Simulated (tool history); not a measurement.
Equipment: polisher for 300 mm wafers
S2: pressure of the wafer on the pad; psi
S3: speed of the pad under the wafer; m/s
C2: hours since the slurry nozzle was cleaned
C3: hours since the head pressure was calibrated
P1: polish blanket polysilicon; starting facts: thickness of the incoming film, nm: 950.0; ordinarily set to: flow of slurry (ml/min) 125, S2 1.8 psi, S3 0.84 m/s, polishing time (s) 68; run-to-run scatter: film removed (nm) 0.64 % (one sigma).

run 1 hour=9.1 | flow_of_slurry_(ml/min)=125 S2=1.8 S3=0.84 polishing_time_(s)=68 | wafers_polished_on_this_pad=286 C2=131.2 C3=171.4 | film_removed_(nm)=299.2
run 2 hour=19.4 | flow_of_slurry_(ml/min)=125 S2=1.8 S3=0.84 polishing_time_(s)=68 | wafers_polished_on_this_pad=363 C2=141.5 C3=181.7 | film_removed_(nm)=300.68
run 3 hour=26.2 | flow_of_slurry_(ml/min)=125 S2=1.8 S3=0.84 polishing_time_(s)=68 | wafers_polished_on_this_pad=414 C2=148.3 C3=188.5 | film_removed_(nm)=300.39
run 4 hour=38.5 | flow_of_slurry_(ml/min)=125 S2=1.8 S3=0.84 polishing_time_(s)=68 | wafers_polished_on_this_pad=506 C2=160.6 C3=200.8 | film_removed_(nm)=300.03
run 5 hour=48.6 | flow_of_slurry_(ml/min)=125 S2=2.7 S3=0.84 polishing_time_(s)=68 | wafers_polished_on_this_pad=581 C2=170.7 C3=210.9 | film_removed_(nm)=448.45
run 6 hour=56.3 | flow_of_slurry_(ml/min)=125 S2=1.8 S3=0.84 polishing_time_(s)=68 | wafers_polished_on_this_pad=639 C2=178.4 C3=218.6 | film_removed_(nm)=298.94
run 7 hour=70 | flow_of_slurry_(ml/min)=125 S2=2.2 S3=1.24 polishing_time_(s)=68 | wafers_polished_on_this_pad=741 C2=192.1 C3=232.3 | film_removed_(nm)=536.87
run 8 hour=82.2 | flow_of_slurry_(ml/min)=185 S2=1.8 S3=0.84 polishing_time_(s)=68 | wafers_polished_on_this_pad=833 C2=204.3 C3=244.5 | film_removed_(nm)=318.36
run 9 hour=91.1 | flow_of_slurry_(ml/min)=125 S2=1.8 S3=0.42 polishing_time_(s)=68 | wafers_polished_on_this_pad=899 C2=213.2 C3=253.4 | film_removed_(nm)=149.1
run 10 hour=104.3 | flow_of_slurry_(ml/min)=125 S2=1.8 S3=0.84 polishing_time_(s)=36 | wafers_polished_on_this_pad=998 C2=226.4 C3=266.6 | film_removed_(nm)=159.55
run 11 hour=119.6 | flow_of_slurry_(ml/min)=125 S2=1.8 S3=0.84 polishing_time_(s)=96 | wafers_polished_on_this_pad=1112 C2=241.7 C3=281.9 | film_removed_(nm)=421.61
run 12 hour=133.7 | flow_of_slurry_(ml/min)=125 S2=1.8 S3=0.84 polishing_time_(s)=68 | wafers_polished_on_this_pad=1218 C2=255.8 C3=296 | film_removed_(nm)=295.69
run 13 hour=141.7 | flow_of_slurry_(ml/min)=90 S2=1.8 S3=0.84 polishing_time_(s)=68 | wafers_polished_on_this_pad=1278 C2=263.8 C3=304 | film_removed_(nm)=279.38
-- hour=148.7 worn pad replaced by a new one
run 14 hour=155.6 | flow_of_slurry_(ml/min)=125 S2=1.2 S3=0.84 polishing_time_(s)=68 | wafers_polished_on_this_pad=51 C2=277.7 C3=317.9 | film_removed_(nm)=197.89
run 15 hour=169.5 | flow_of_slurry_(ml/min)=125 S2=1.8 S3=1.34 polishing_time_(s)=68 | wafers_polished_on_this_pad=155 C2=291.6 C3=331.8 | film_removed_(nm)=472.08
run 16 hour=180.1 | flow_of_slurry_(ml/min)=125 S2=1.8 S3=0.84 polishing_time_(s)=68 | wafers_polished_on_this_pad=234 C2=302.2 C3=342.4 | film_removed_(nm)=301.74
run 17 hour=193.2 | flow_of_slurry_(ml/min)=125 S2=1.8 S3=0.84 polishing_time_(s)=68 | wafers_polished_on_this_pad=332 C2=315.3 C3=355.5 | film_removed_(nm)=284.77
run 18 hour=202.4 | flow_of_slurry_(ml/min)=125 S2=1.8 S3=0.84 polishing_time_(s)=68 | wafers_polished_on_this_pad=401 C2=324.5 C3=364.7 | film_removed_(nm)=281.65
run 19 hour=215.2 | flow_of_slurry_(ml/min)=125 S2=1.8 S3=0.84 polishing_time_(s)=68 | wafers_polished_on_this_pad=497 C2=337.3 C3=377.5 | film_removed_(nm)=274.14
-- hour=219 worn pad replaced by a new one
run 20 hour=225.1 | flow_of_slurry_(ml/min)=125 S2=1.8 S3=0.84 polishing_time_(s)=68 | wafers_polished_on_this_pad=45 C2=347.2 C3=387.4 | film_removed_(nm)=272.54
run 21 hour=233.6 | flow_of_slurry_(ml/min)=125 S2=1.8 S3=0.84 polishing_time_(s)=68 | wafers_polished_on_this_pad=109 C2=355.7 C3=395.9 | film_removed_(nm)=272.1
run 22 hour=243.7 | flow_of_slurry_(ml/min)=125 S2=1.8 S3=0.84 polishing_time_(s)=68 | wafers_polished_on_this_pad=184 C2=365.8 C3=406 | film_removed_(nm)=273.22

Run 23 has not been measured yet. What should we expect?
run 23 hour=259.2 | flow_of_slurry_(ml/min)=125 S2=1.8 S3=0.84 polishing_time_(s)=68 | wafers_polished_on_this_pad=300 C2=381.3 C3=421.5 | film_removed_(nm)=?

{"run 23": {"film removed (nm)": 270.15}}
